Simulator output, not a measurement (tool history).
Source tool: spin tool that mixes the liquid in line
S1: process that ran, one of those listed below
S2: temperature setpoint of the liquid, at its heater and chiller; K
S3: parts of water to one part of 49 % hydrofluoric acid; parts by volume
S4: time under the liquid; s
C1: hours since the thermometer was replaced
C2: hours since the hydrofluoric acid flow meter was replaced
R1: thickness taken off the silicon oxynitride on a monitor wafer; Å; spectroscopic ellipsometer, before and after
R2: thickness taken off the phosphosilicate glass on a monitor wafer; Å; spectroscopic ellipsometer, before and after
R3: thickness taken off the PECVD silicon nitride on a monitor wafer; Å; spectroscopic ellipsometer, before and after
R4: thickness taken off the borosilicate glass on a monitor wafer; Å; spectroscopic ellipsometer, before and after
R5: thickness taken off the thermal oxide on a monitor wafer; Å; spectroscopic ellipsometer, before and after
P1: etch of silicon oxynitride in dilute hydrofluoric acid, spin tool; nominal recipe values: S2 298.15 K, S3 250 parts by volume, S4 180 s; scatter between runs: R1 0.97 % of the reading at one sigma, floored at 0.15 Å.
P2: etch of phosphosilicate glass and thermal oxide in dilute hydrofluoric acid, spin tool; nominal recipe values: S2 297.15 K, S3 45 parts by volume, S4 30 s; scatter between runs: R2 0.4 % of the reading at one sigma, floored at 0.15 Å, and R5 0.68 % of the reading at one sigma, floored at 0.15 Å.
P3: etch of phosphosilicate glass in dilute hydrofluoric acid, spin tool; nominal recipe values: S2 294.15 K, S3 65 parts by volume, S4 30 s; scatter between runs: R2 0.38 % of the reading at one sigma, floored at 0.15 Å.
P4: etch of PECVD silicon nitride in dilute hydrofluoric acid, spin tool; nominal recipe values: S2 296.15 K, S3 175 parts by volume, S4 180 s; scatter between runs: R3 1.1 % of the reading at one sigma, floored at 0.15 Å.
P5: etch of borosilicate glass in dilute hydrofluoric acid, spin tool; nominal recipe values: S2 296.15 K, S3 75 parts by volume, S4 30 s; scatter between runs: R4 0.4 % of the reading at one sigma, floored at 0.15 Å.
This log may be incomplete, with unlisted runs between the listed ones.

run,day,S1,S2,S3,S4,C1,C2,R1,R2,R3,R4,R5
1,0.529,P1,298.15,250,180,204.5,494.0,25.3510,,,,
2,0.971,P3,294.15,65,15,215.1,504.6,,287.32,,,
3,1.267,P1,298.15,250,335,222.2,511.7,46.9160,,,,
4,1.650,P4,296.15,175,180,231.4,520.9,,,20.5530,,
5,1.933,P5,296.15,75,30,238.2,527.7,,,,107.150,
6,2.208,P5,296.15,75,30,244.8,534.3,,,,107.090,
7,2.546,P5,296.15,75,15,252.9,542.4,,,,53.672,
8,3.054,P2,297.15,45,30,265.1,554.6,,525.06,,,34.254
9,3.400,P1,298.15,250,180,273.4,562.9,25.1460,,,,
# day 3.788: thermometer replaced
10,4.004,P1,290.15,250,180,5.2,577.4,18.4360,,,,
11,4.508,P1,298.15,250,85,17.3,589.5,12.0730,,,,
12,5.046,P2,297.15,45,45,30.2,602.4,,780.93,,,51.091
13,5.354,P3,290.15,65,30,37.6,609.8,,486.10,,,
14,5.792,P4,296.15,175,180,48.1,620.3,,,20.8430,,
15,6.400,P5,296.15,140,30,62.7,634.9,,,,53.082,
16,6.746,P1,298.15,250,180,71.0,643.2,25.1660,,,,
17,7.338,P3,294.15,65,30,85.2,657.4,,577.00,,,
18,7.854,P1,298.15,415,105,97.6,669.8,8.2064,,,,
19,8.233,P4,296.15,100,180,106.7,678.9,,,34.6150,,
20,8.658,P4,296.15,175,60,116.9,689.1,,,7.2377,,
21,8.996,P2,297.15,75,30,125.0,697.2,,302.11,,,19.810

Expected results for the next run?
22,9.308,P5,290.15,75,30,132.5,704.7,,,,?,

{"run 22": {"R4": 83.75}}
